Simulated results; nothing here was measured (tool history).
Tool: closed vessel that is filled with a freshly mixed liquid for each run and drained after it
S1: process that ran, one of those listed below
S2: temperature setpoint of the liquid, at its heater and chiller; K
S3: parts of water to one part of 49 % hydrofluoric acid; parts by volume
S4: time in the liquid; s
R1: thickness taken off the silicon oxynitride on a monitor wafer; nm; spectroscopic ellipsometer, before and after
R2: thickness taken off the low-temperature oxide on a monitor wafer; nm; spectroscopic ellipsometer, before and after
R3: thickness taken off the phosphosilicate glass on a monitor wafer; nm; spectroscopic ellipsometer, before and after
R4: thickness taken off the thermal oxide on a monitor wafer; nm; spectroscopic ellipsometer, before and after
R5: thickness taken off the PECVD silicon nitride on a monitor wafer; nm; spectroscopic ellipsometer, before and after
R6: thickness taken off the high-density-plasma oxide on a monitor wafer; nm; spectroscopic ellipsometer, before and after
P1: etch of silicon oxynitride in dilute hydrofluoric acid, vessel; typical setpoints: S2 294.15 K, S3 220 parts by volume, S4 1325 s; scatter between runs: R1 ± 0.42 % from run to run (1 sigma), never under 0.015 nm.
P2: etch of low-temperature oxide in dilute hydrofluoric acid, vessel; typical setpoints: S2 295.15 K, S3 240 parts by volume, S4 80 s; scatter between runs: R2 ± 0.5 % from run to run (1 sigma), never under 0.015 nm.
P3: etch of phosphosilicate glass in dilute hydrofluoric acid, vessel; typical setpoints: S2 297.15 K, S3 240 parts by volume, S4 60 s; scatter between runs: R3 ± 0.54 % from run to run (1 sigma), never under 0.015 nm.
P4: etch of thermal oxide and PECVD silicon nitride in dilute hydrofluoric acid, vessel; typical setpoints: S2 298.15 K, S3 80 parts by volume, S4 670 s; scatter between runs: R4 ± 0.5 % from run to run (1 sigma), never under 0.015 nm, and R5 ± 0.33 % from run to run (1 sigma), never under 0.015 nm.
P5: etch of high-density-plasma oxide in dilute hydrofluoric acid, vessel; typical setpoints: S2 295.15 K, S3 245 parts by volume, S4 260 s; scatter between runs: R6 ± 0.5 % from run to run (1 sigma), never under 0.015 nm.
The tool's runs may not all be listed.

run	day	S1	S2	S3	S4	R1	R2	R3	R4	R5	R6
1	0.350	P1	294.15	220	1325	7.1532					
2	0.708	P2	295.15	240	30		1.6384				
3	0.967	P3	301.15	240	60			16.501			
4	1.133	P1	290.15	220	1325	5.9907					
5	1.479	P1	294.15	220	1325	7.1643					
6	1.675	P1	290.15	305	1325	4.0707					
7	1.858	P1	294.15	220	1325	7.1761					
8	2.212	P1	294.15	340	1325	4.3064					
9	2.446	P1	294.15	220	1325	7.1625					
10	2.612	P1	294.15	35	1325	51.7940					
11	2.812	P1	298.15	220	1325	8.5147					
12	3.004	P1	294.15	220	2165	11.6930					
13	3.183	P3	297.15	95	60			42.577			
14	3.446	P3	297.15	240	105			25.245			
15	3.733	P2	291.15	240	80		3.7233				
16	3.917	P4	298.15	80	30				1.8213	1.8535	
17	4.275	P1	294.15	220	1325	7.2207					
18	4.508	P4	304.65	80	670				51.6050	62.7470	
19	4.708	P3	297.15	240	60			14.388			
20	4.904	P3	297.15	240	60			14.364			
21	5.238	P2	295.15	55	80		23.5070				
22	5.492	P1	294.15	85	640	9.8301					
23	5.671	P5	295.15	80	260						17.2970
24	5.838	P1	294.15	220	1325	7.1848					
25	6.038	P2	295.15	240	80		4.3646				
26	6.358	P5	299.15	245	260						5.5996
27	6.600	P4	298.15	80	670				39.8800	41.4100	
28	6.846	P5	295.15	245	65						1.1767
29	7.012	P5	295.15	245	260						4.7675
30	7.229	P4	298.15	25	670				137.1700	129.1300	
31	7.488	P1	294.15	220	690	3.7662					
32	7.742	P1	294.15	220	1325	7.1545					
33	7.946	P1	294.15	220	1325	7.4055					
34	8.104	P1	294.15	220	1325	7.4934					
35	8.408	P1	294.15	220	1325	7.5523					
36	8.617	P1	294.15	220	1325	7.6107					
37	8.817	P1	294.15	220	1325	7.5757					
38	9.000	P1	294.15	220	1325	7.5794					

Something has made what P1 gives creep away from where it was; the 2 causes below, each at its own stated size, fit the log equally well:
A: hydrofluoric acid flow above the setpoint (%) = 5.56
B: liquid hotter than its thermometer reads (K) = 1.37
At approximately day 7.742, the process output began to creep.

Listed below are the offered check runs, one wafer per run, with question marks in place of results. For which of them would the causes give clearly different outcomes?
check 1	9.183	P4	302.65	35	670				?	?	
check 2	9.183	P3	297.15	130	60			?			
check 3	9.183	P5	295.15	130	90						?
check 4	9.183	P2	295.15	125	40		?				

How each check would come out, cause by cause:
check	result	if A	if B
check 1	R4	123.4700	123.1700
check 1	R5	132.1700	137.0500
check 2	R3	31.787	31.488
check 3	R6	3.7452	3.7151
check 4	R2	5.0295	4.9916
Smallest distance between any two causes, each pair judged by its most separating result, in per cent: check 1 3.63 %; check 2 0.95 %; check 3 0.81 %; check 4 0.76 %
Check 1 distinguishes between the causes, while the remaining checks would return nearly the same result for all of them.

The results of check 1 are: R4 123.1800 nm; R5 131.8800 nm. Based on these, which of the listed causes is it?

Of the candidate causes, it is A: hydrofluoric acid flow above the setpoint (%).
